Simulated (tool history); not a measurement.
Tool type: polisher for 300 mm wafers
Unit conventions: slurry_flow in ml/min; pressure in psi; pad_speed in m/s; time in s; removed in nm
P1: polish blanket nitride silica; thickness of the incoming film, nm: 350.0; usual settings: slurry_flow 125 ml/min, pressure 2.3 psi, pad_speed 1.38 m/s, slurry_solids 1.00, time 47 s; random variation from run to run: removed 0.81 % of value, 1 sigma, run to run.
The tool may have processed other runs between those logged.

| run | hour | slurry_flow | pressure | pad_speed | slurry_solids | time | wafers polished on this pad | hours since the slurry nozzle was cleaned | hours since the head pressure was calibrated | hours since the slurry blender was calibrated | hours since the conditioning disc was replaced | removed |
|---|---|---|---|---|---|---|---|---|---|---|---|---|
| 1 | 11.1 | 125 | 2.3 | 1.38 | 1.00 | 47 | 443 | 175.7 | 228.0 | 45.3 | 91.6 | 27.951 |
| 2 | 24.1 | 200 | 2.3 | 1.38 | 1.00 | 47 | 621 | 188.7 | 241.0 | 58.3 | 104.6 | 30.065 |
| 3 | 34.2 | 125 | 2.3 | 1.96 | 1.00 | 47 | 760 | 198.8 | 251.1 | 68.4 | 114.7 | 37.038 |
| 4 | 44.8 | 75 | 2.3 | 1.38 | 1.00 | 47 | 906 | 209.4 | 261.7 | 79.0 | 125.3 | 24.212 |
| 5 | 50.9 | 125 | 2.3 | 0.82 | 1.00 | 47 | 990 | 215.5 | 267.8 | 85.1 | 131.4 | 18.471 |
| 6 | 62.4 | 125 | 2.3 | 1.38 | 1.45 | 47 | 1148 | 227.0 | 279.3 | 96.6 | 142.9 | 32.631 |
| 7 | 69.0 | 125 | 2.3 | 1.38 | 1.00 | 24 | 1239 | 233.6 | 285.9 | 103.2 | 149.5 | 14.155 |
| 8 | 80.6 | 125 | 2.3 | 1.38 | 1.00 | 47 | 1398 | 245.2 | 297.5 | 114.8 | 161.1 | 27.846 |
| 9 | 89.8 | 125 | 2.3 | 1.38 | 1.00 | 47 | 1525 | 254.4 | 306.7 | 124.0 | 170.3 | 27.785 |
| 10 | 97.0 | 75 | 1.6 | 1.38 | 1.00 | 47 | 1624 | 261.6 | 313.9 | 131.2 | 177.5 | 17.042 |
| 11 | 102.8 | 125 | 2.3 | 1.38 | 1.00 | 73 | 1703 | 267.4 | 319.7 | 137.0 | 183.3 | 43.387 |
| 12 | 111.7 | 125 | 2.3 | 1.38 | 0.70 | 47 | 1826 | 276.3 | 328.6 | 145.9 | 192.2 | 23.278 |
| 13 | 123.2 | 125 | 2.3 | 1.38 | 1.00 | 47 | 1984 | 287.8 | 340.1 | 157.4 | 203.7 | 27.964 |
| 14 | 130.3 | 125 | 3.6 | 1.38 | 1.00 | 47 | 2081 | 294.9 | 347.2 | 164.5 | 210.8 | 43.633 |
|  | 137.3 | slurry blender recalibrated |
| 15 | 137.5 | 125 | 1.3 | 1.38 | 1.00 | 47 | 2180 | 302.1 | 354.4 | 0.3 | 218.0 | 15.933 |
| 16 | 149.0 | 125 | 2.3 | 1.38 | 1.00 | 47 | 2338 | 313.6 | 365.9 | 11.8 | 229.5 | 27.994 |
| 17 | 161.3 | 125 | 2.3 | 0.96 | 1.00 | 33 | 2507 | 325.9 | 378.2 | 24.1 | 241.8 | 14.763 |
| 18 | 167.7 | 125 | 2.3 | 1.38 | 1.00 | 47 | 2595 | 332.3 | 384.6 | 30.5 | 248.2 | 28.163 |
| 19 | 175.6 | 125 | 2.3 | 1.38 | 1.00 | 47 | 2704 | 340.2 | 392.5 | 38.4 | 256.1 | 27.075 |
| 20 | 186.8 | 125 | 2.3 | 1.38 | 1.00 | 47 | 2858 | 351.4 | 403.7 | 49.6 | 267.3 | 26.392 |
| 21 | 193.9 | 125 | 2.3 | 1.38 | 1.00 | 47 | 2956 | 358.5 | 410.8 | 56.7 | 274.4 | 25.462 |
| 22 | 206.6 | 125 | 2.3 | 1.38 | 1.00 | 47 | 3130 | 371.2 | 423.5 | 69.4 | 287.1 | 24.988 |
| 23 | 213.4 | 125 | 2.3 | 1.38 | 1.00 | 47 | 3224 | 378.0 | 430.3 | 76.2 | 293.9 | 25.089 |
|  | 215.2 | conditioning disc replaced and pad reconditioned |
| 24 | 220.3 | 125 | 2.3 | 1.38 | 1.00 | 47 | 3318 | 384.9 | 437.2 | 83.1 | 5.1 | 24.700 |
|  | 220.4 | head pressure recalibrated |
|  | 221.1 | slurry blender recalibrated |
| 25 | 229.9 | 125 | 2.3 | 1.38 | 1.00 | 47 | 3450 | 394.5 | 9.5 | 8.9 | 14.7 | 24.333 |
| 26 | 242.7 | 125 | 2.3 | 1.38 | 1.00 | 47 | 3626 | 407.3 | 22.3 | 21.7 | 27.5 | 24.334 |

The log shows P1 creeping away from where it was. Any of the 2 causes listed here, at the size stated for it, fits the log just as well as the others:
A: slurry flow missing at the pad, % = 38.7
B: removal rate lost through wear of the pad, % = 11.8
Onset of the creep was near hour 167.7.
Excluded causes, each with its reason:
head's pressure below its setpoint, %: was serviced at hour 220.4, once the creep was under way, yet the earlier output never came back
abrasive missing from the slurry, %: was serviced at hour 221.1, once the creep was under way, yet the earlier output never came back
time polished since the conditioner stopped cutting, s: was serviced at hour 215.2, once the creep was under way, yet the earlier output never came back

4 check runs are offered, each on 2 wafers whose results are averaged, their results left as question marks. Which one tells the causes apart?
| check 1 | 255.5 | 125 | 3.4 | 1.38 | 1.00 | 47 |  |  |  |  |  | ? |
| check 2 | 255.5 | 125 | 2.3 | 1.02 | 1.00 | 47 |  |  |  |  |  | ? |
| check 3 | 255.5 | 195 | 2.3 | 1.38 | 1.00 | 47 |  |  |  |  |  | ? |
| check 4 | 255.5 | 125 | 2.8 | 1.06 | 1.00 | 47 |  |  |  |  |  | ? |

Predicted outcomes, by check and by cause:
| check | result | if A | if B |
|---|---|---|---|
| check 1 | removed | 36.261 | 36.279 |
| check 2 | removed | 19.260 | 19.270 |
| check 3 | removed | 27.565 | 26.455 |
| check 4 | removed | 24.180 | 24.192 |
Smallest distance between any two causes, each pair judged by its most separating result, in per cent: check 1 0.05 %; check 2 0.05 %; check 3 4.11 %; check 4 0.05 %
Check 3 distinguishes between the causes, while the remaining checks would return nearly the same result for all of them.

Then check 3 was run and gave: removed 27.479 nm. Which cause is it?

The cause is A: slurry flow missing at the pad, %.

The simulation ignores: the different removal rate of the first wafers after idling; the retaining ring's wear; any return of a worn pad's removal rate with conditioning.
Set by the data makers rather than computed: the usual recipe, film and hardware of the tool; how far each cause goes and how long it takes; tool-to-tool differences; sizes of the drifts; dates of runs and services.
